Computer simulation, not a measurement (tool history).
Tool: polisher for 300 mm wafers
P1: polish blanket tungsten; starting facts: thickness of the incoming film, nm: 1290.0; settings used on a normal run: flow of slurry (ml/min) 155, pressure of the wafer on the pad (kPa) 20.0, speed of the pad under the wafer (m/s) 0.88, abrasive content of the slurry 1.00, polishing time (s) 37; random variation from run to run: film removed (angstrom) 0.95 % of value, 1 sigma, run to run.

run,hour,flow of slurry (ml/min),pressure of the wafer on the pad (kPa),speed of the pad under the wafer (m/s),abrasive content of the slurry,polishing time (s),film removed (angstrom)
1,7.2,155,20.0,0.88,1.00,37,1388.10
2,15.9,155,31.0,0.88,1.00,37,2143.30
3,25.5,95,20.0,0.88,1.00,37,1256.60
4,39.6,155,20.0,0.88,1.00,37,1394.10
5,56.1,195,20.0,0.88,1.00,37,1447.80
6,64.8,105,20.0,0.88,1.00,55,1883.00
7,81.2,155,20.0,0.88,1.30,37,1486.40
8,88.9,155,20.0,0.88,1.00,37,1373.10
9,103.9,155,13.8,0.88,1.00,37,953.13
10,119.8,155,20.0,1.30,1.00,37,2048.60
11,132.2,155,20.0,0.58,1.00,37,913.64
12,140.5,155,20.0,0.88,1.00,37,1383.80
13,150.5,155,20.0,0.88,0.55,37,1215.60
14,161.1,155,20.0,0.88,1.00,56,2104.80
15,172.2,155,20.0,0.88,1.00,17,636.88
16,179.5,155,20.0,0.88,1.00,37,1377.10
17,189.7,155,20.0,0.88,1.00,37,1367.30
18,199.4,155,20.0,0.88,1.00,37,1322.70
19,215.4,155,20.0,0.88,1.00,37,1281.00
20,230.4,155,20.0,0.88,1.00,37,1286.20

What does the tool deliver on the next run?
21,242.4,155,20.0,0.88,1.00,37,?

{"run 21": {"film removed (angstrom)": 1286.5}}

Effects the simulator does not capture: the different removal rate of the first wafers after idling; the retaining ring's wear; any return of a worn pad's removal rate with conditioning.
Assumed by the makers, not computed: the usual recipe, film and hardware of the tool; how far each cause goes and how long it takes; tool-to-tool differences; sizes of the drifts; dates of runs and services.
